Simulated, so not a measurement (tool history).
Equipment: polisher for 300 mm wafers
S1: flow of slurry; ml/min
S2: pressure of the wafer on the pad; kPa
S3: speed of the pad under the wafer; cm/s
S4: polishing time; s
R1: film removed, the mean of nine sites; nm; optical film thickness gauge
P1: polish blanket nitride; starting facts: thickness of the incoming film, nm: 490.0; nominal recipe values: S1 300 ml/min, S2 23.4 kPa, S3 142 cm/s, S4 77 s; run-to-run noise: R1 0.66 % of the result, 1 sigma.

Run 1, hour 6.2: S1 300 ml/min, S2 23.4 kPa, S3 142 cm/s, S4 77 s. Result: R1 147.420 nm.
Run 2, hour 15.0: S1 300 ml/min, S2 23.4 kPa, S3 74 cm/s, S4 77 s. Result: R1 87.157 nm.
Run 3, hour 22.4: S1 435 ml/min, S2 23.4 kPa, S3 142 cm/s, S4 77 s. Result: R1 151.850 nm.
Run 4, hour 27.9: S1 300 ml/min, S2 23.4 kPa, S3 142 cm/s, S4 105 s. Result: R1 201.470 nm.
Run 5, hour 38.8: S1 300 ml/min, S2 23.4 kPa, S3 142 cm/s, S4 77 s. Result: R1 146.180 nm.
Run 6, hour 44.5: S1 180 ml/min, S2 23.4 kPa, S3 142 cm/s, S4 77 s. Result: R1 136.650 nm.
Run 7, hour 53.4: S1 300 ml/min, S2 10.3 kPa, S3 142 cm/s, S4 77 s. Result: R1 64.631 nm.
Run 8, hour 59.4: S1 300 ml/min, S2 23.4 kPa, S3 210 cm/s, S4 77 s. Result: R1 199.190 nm.
Run 9, hour 65.5: S1 300 ml/min, S2 15.2 kPa, S3 212 cm/s, S4 77 s. Result: R1 130.480 nm.
Run 10, hour 72.9: S1 300 ml/min, S2 13.8 kPa, S3 216 cm/s, S4 77 s. Result: R1 121.670 nm.
Run 11, hour 82.7: S1 300 ml/min, S2 23.4 kPa, S3 142 cm/s, S4 77 s. Result: R1 145.870 nm.
Run 12, hour 90.0: S1 300 ml/min, S2 23.4 kPa, S3 142 cm/s, S4 77 s. Result: R1 147.270 nm.
Run 13, hour 94.7: S1 300 ml/min, S2 23.4 kPa, S3 142 cm/s, S4 77 s. Result: R1 147.130 nm.
Run 14, hour 101.7: S1 425 ml/min, S2 23.4 kPa, S3 202 cm/s, S4 77 s. Result: R1 198.040 nm.
Run 15, hour 110.6: S1 300 ml/min, S2 35.2 kPa, S3 142 cm/s, S4 77 s. Result: R1 220.070 nm.
Run 16, hour 120.1: S1 300 ml/min, S2 23.4 kPa, S3 142 cm/s, S4 35 s. Result: R1 66.434 nm.
Run 17, hour 129.9: S1 300 ml/min, S2 23.4 kPa, S3 142 cm/s, S4 77 s. Result: R1 147.160 nm.
Run 18, hour 140.6: S1 300 ml/min, S2 23.4 kPa, S3 142 cm/s, S4 77 s. Result: R1 143.190 nm.
Run 19, hour 150.4: S1 300 ml/min, S2 23.4 kPa, S3 142 cm/s, S4 77 s. Result: R1 142.550 nm.
Run 20, hour 158.1: S1 300 ml/min, S2 23.4 kPa, S3 142 cm/s, S4 77 s. Result: R1 140.140 nm.
Run 21, hour 166.4: S1 300 ml/min, S2 23.4 kPa, S3 142 cm/s, S4 77 s. Result: R1 141.700 nm.
Run 22, hour 172.9: S1 300 ml/min, S2 23.4 kPa, S3 142 cm/s, S4 77 s. Result: R1 140.900 nm.
Run 23, hour 182.1: S1 300 ml/min, S2 23.4 kPa, S3 142 cm/s, S4 77 s. Result: R1 140.550 nm.
At hour 184.7: head pressure recalibrated.
Run 24, hour 192.7: S1 300 ml/min, S2 23.4 kPa, S3 142 cm/s, S4 77 s. Result: R1 141.010 nm.
Run 25, hour 199.7: S1 300 ml/min, S2 23.4 kPa, S3 142 cm/s, S4 77 s. Result: R1 141.670 nm.
Run 26, hour 206.6: S1 300 ml/min, S2 23.4 kPa, S3 142 cm/s, S4 77 s. Result: R1 142.540 nm.
Run 27, hour 213.4: S1 300 ml/min, S2 23.4 kPa, S3 142 cm/s, S4 77 s. Result: R1 141.400 nm.

P1 no longer gives what it gave before; its output has crept away from where it was. The following 2 causes, each at its listed size, fit the log equally well:
A: removal rate lost through wear of the pad, % = 3.88
B: slurry flow missing at the pad, % = 31
The gradual shift began around hour 129.9.
What rules out each remaining cause:
head's pressure below its setpoint, %: serviced at hour 184.7, which brought nothing back

Consider the 4 check runs below, whose results appear as question marks and each of which averages 5 wafers. Which one distinguishes the causes, in that each cause would give it a clearly different result?
Run check 1, hour 220.2: S1 180 ml/min, S2 13.8 kPa, S3 142 cm/s, S4 77 s. Result: R1 ?.
Run check 2, hour 220.2: S1 300 ml/min, S2 34.5 kPa, S3 142 cm/s, S4 42 s. Result: R1 ?.
Run check 3, hour 220.2: S1 300 ml/min, S2 33.1 kPa, S3 200 cm/s, S4 77 s. Result: R1 ?.
Run check 4, hour 220.2: S1 300 ml/min, S2 11.7 kPa, S3 142 cm/s, S4 53 s. Result: R1 ?.

Outcome of each check run for each possible cause:
  check  result     if A     if B
check 1      R1   78.232   76.352
check 2      R1  113.100  113.100
check 3      R1  261.810  261.810
check 4      R1   48.527   48.527
Minimum pairwise separation of causes per check, each pair taken at its best-separating result: check 1 2.43 %; check 2 0 %; check 3 0 %; check 4 0 %
Of the check runs offered, only check 1 discriminates between the causes; the rest would read about the same regardless of which cause applies.

Check 1 was then run and gave: R1 78.632 nm. Which cause is it?

A is the cause: removal rate lost through wear of the pad, %.
